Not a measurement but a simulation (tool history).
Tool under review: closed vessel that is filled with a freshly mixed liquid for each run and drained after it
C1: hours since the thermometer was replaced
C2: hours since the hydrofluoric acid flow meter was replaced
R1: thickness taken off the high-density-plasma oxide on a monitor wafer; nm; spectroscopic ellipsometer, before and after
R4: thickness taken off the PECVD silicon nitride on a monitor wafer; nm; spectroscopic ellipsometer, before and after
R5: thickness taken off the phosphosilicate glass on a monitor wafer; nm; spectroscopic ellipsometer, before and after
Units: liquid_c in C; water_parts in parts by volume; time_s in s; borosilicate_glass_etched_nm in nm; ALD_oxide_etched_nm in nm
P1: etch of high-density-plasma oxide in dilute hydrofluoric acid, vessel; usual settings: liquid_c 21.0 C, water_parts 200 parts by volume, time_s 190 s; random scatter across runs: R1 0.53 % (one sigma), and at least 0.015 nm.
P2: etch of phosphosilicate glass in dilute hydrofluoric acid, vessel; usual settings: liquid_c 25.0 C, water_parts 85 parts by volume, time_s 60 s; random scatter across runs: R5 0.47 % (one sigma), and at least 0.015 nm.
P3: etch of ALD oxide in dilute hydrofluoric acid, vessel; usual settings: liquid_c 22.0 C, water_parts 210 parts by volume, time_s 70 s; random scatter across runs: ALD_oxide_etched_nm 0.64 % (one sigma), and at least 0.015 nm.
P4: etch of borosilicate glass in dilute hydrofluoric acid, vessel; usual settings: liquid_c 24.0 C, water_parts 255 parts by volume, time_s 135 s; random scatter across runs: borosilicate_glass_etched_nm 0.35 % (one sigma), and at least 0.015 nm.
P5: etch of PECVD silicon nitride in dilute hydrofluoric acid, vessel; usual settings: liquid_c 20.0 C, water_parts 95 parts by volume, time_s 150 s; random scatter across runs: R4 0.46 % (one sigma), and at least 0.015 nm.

Run 1, day 0.371: process P1, liquid_c 21.0 C, water_parts 200 parts by volume, time_s 190 s; C1 704.8; C2 580.4. Result: R1 8.6822 nm.
Run 2, day 0.738: process P4, liquid_c 24.0 C, water_parts 255 parts by volume, time_s 135 s; C1 713.6; C2 589.2. Result: borosilicate_glass_etched_nm 18.0520 nm.
Run 3, day 1.075: process P3, liquid_c 22.0 C, water_parts 210 parts by volume, time_s 125 s; C1 721.7; C2 597.3. Result: ALD_oxide_etched_nm 8.9040 nm.
Run 4, day 1.483: process P5, liquid_c 20.0 C, water_parts 95 parts by volume, time_s 150 s; C1 731.5; C2 607.1. Result: R4 5.4060 nm.
Run 5, day 1.879: process P2, liquid_c 25.0 C, water_parts 135 parts by volume, time_s 60 s; C1 741.0; C2 616.6. Result: R5 75.514 nm.
Run 6, day 2.338: process P3, liquid_c 22.0 C, water_parts 210 parts by volume, time_s 70 s; C1 752.0; C2 627.6. Result: ALD_oxide_etched_nm 5.0169 nm.
Run 7, day 2.642: process P1, liquid_c 21.0 C, water_parts 200 parts by volume, time_s 190 s; C1 759.3; C2 634.9. Result: R1 8.6461 nm.
At day 2.942: hydrofluoric acid flow meter replaced.
Run 8, day 3.062: process P5, liquid_c 20.0 C, water_parts 95 parts by volume, time_s 275 s; C1 769.4; C2 2.9. Result: R4 9.8892 nm.
Run 9, day 3.367: process P2, liquid_c 17.0 C, water_parts 85 parts by volume, time_s 60 s; C1 776.7; C2 10.2. Result: R5 91.390 nm.
Run 10, day 3.950: process P5, liquid_c 17.0 C, water_parts 95 parts by volume, time_s 150 s; C1 790.7; C2 24.2. Result: R4 4.4448 nm.
Run 11, day 4.288: process P1, liquid_c 21.0 C, water_parts 125 parts by volume, time_s 190 s; C1 798.8; C2 32.3. Result: R1 15.0040 nm.
Run 12, day 4.833: process P2, liquid_c 25.0 C, water_parts 85 parts by volume, time_s 100 s; C1 811.9; C2 45.4. Result: R5 212.940 nm.
Run 13, day 5.283: process P3, liquid_c 22.0 C, water_parts 210 parts by volume, time_s 70 s; C1 822.7; C2 56.2. Result: ALD_oxide_etched_nm 4.9406 nm.
Run 14, day 5.612: process P1, liquid_c 28.0 C, water_parts 200 parts by volume, time_s 100 s; C1 830.6; C2 64.1. Result: R1 5.9351 nm.
Run 15, day 5.904: process P2, liquid_c 25.0 C, water_parts 85 parts by volume, time_s 60 s; C1 837.6; C2 71.1. Result: R5 127.170 nm.
Run 16, day 6.271: process P1, liquid_c 21.0 C, water_parts 200 parts by volume, time_s 40 s; C1 846.4; C2 79.9. Result: R1 1.8389 nm.
Run 17, day 6.708: process P1, liquid_c 21.0 C, water_parts 200 parts by volume, time_s 190 s; C1 856.9; C2 90.4. Result: R1 8.6632 nm.
Run 18, day 7.108: process P5, liquid_c 20.0 C, water_parts 55 parts by volume, time_s 150 s; C1 866.5; C2 100.0. Result: R4 9.2250 nm.
Run 19, day 7.383: process P2, liquid_c 25.0 C, water_parts 85 parts by volume, time_s 60 s; C1 873.1; C2 106.6. Result: R5 127.060 nm.
Run 20, day 7.929: process P4, liquid_c 24.0 C, water_parts 255 parts by volume, time_s 30 s; C1 886.2; C2 119.7. Result: borosilicate_glass_etched_nm 4.0549 nm.
Run 21, day 8.504: process P3, liquid_c 22.0 C, water_parts 380 parts by volume, time_s 70 s; C1 900.0; C2 133.5. Result: ALD_oxide_etched_nm 2.3308 nm.
Run 22, day 9.117: process P1, liquid_c 17.5 C, water_parts 200 parts by volume, time_s 190 s; C1 914.7; C2 148.2. Result: R1 7.5366 nm.
Run 23, day 9.604: process P1, liquid_c 25.5 C, water_parts 200 parts by volume, time_s 190 s; C1 926.4; C2 159.9. Result: R1 10.3490 nm.
Run 24, day 9.875: process P4, liquid_c 24.0 C, water_parts 445 parts by volume, time_s 135 s; C1 932.9; C2 166.4. Result: borosilicate_glass_etched_nm 8.6616 nm.
Run 25, day 10.442: process P4, liquid_c 24.0 C, water_parts 255 parts by volume, time_s 135 s; C1 946.5; C2 180.0. Result: borosilicate_glass_etched_nm 18.0410 nm.
Run 26, day 11.038: process P1, liquid_c 21.0 C, water_parts 200 parts by volume, time_s 300 s; C1 960.8; C2 194.3. Result: R1 13.5980 nm.
Run 27, day 11.342: process P1, liquid_c 21.0 C, water_parts 275 parts by volume, time_s 190 s; C1 968.1; C2 201.6. Result: R1 5.8961 nm.
Run 28, day 11.850: process P1, liquid_c 21.0 C, water_parts 200 parts by volume, time_s 190 s; C1 980.3; C2 213.8. Result: R1 8.7579 nm.
Run 29, day 12.454: process P3, liquid_c 27.5 C, water_parts 210 parts by volume, time_s 70 s; C1 994.8; C2 228.3. Result: ALD_oxide_etched_nm 6.1370 nm.
Run 30, day 12.804: process P4, liquid_c 29.5 C, water_parts 255 parts by volume, time_s 135 s; C1 1003.2; C2 236.7. Result: borosilicate_glass_etched_nm 21.8250 nm.
Run 31, day 13.154: process P5, liquid_c 20.0 C, water_parts 95 parts by volume, time_s 150 s; C1 1011.6; C2 245.1. Result: R4 5.4507 nm.
Run 32, day 13.621: process P1, liquid_c 21.0 C, water_parts 200 parts by volume, time_s 190 s; C1 1022.8; C2 256.3. Result: R1 8.6414 nm.
Run 33, day 13.975: process P1, liquid_c 18.0 C, water_parts 200 parts by volume, time_s 350 s; C1 1031.3; C2 264.8. Result: R1 14.1950 nm.
Run 34, day 14.267: process P1, liquid_c 21.0 C, water_parts 200 parts by volume, time_s 190 s; C1 1038.3; C2 271.8. Result: R1 8.6947 nm.
Run 35, day 14.833: process P1, liquid_c 21.0 C, water_parts 200 parts by volume, time_s 190 s; C1 1051.9; C2 285.4. Result: R1 8.3419 nm.
Run 36, day 15.108: process P1, liquid_c 21.0 C, water_parts 200 parts by volume, time_s 190 s; C1 1058.5; C2 292.0. Result: R1 8.2868 nm.
Run 37, day 15.458: process P1, liquid_c 21.0 C, water_parts 200 parts by volume, time_s 190 s; C1 1066.9; C2 300.4. Result: R1 8.1422 nm.
Run 38, day 16.008: process P1, liquid_c 21.0 C, water_parts 200 parts by volume, time_s 190 s; C1 1080.1; C2 313.6. Result: R1 8.1745 nm.
Run 39, day 16.442: process P1, liquid_c 21.0 C, water_parts 200 parts by volume, time_s 190 s; C1 1090.5; C2 324.0. Result: R1 8.1562 nm.
Run 40, day 16.883: process P1, liquid_c 21.0 C, water_parts 200 parts by volume, time_s 190 s; C1 1101.1; C2 334.6. Result: R1 8.1015 nm.
Run 41, day 17.312: process P1, liquid_c 21.0 C, water_parts 200 parts by volume, time_s 190 s; C1 1111.4; C2 344.9. Result: R1 8.1569 nm.
Run 42, day 17.704: process P1, liquid_c 21.0 C, water_parts 200 parts by volume, time_s 190 s; C1 1120.8; C2 354.3. Result: R1 8.1276 nm.
Run 43, day 18.112: process P1, liquid_c 21.0 C, water_parts 200 parts by volume, time_s 190 s; C1 1130.6; C2 364.1. Result: R1 8.0368 nm.

P1 has crept away from where it was. The log is fitted equally well by each of these 2 causes, at the sizes shown:
A: hydrofluoric acid flow below the setpoint (%) = 5.68
B: liquid colder than its thermometer reads (K) = 1.83
At approximately day 14.267, the process output began to creep.

Which of the 4 check runs listed below separates the causes, so that each cause would produce a clearly different result? Each run uses one wafer, and its results are marked with question marks.
Run check 1, day 18.521: process P5, liquid_c 20.0 C, water_parts 95 parts by volume, time_s 150 s. Result: R4 ?.
Run check 2, day 18.521: process P3, liquid_c 22.0 C, water_parts 210 parts by volume, time_s 70 s. Result: ALD_oxide_etched_nm ?.
Run check 3, day 18.521: process P4, liquid_c 24.0 C, water_parts 255 parts by volume, time_s 135 s. Result: borosilicate_glass_etched_nm ?.
Run check 4, day 18.521: process P2, liquid_c 25.0 C, water_parts 85 parts by volume, time_s 60 s. Result: R5 ?.

Check results expected under each cause:
  check                        result     if A     if B
check 1                            R4   5.1215   4.7815
check 2           ALD_oxide_etched_nm   4.6410   4.6496
check 3  borosilicate_glass_etched_nm  16.7880  16.9220
check 4                            R5  119.090  118.120
Distance between the nearest two causes, measured in the result of the check that separates them most: check 1 6.87 %; check 2 0.18 %; check 3 0.79 %; check 4 0.82 %
Of the check runs offered, only check 1 discriminates between the causes; the rest would read about the same regardless of which cause applies.

Here is what check 1 returned: R4 5.1292 nm. Which cause is it?

Of the candidate causes, it is A: hydrofluoric acid flow below the setpoint (%).
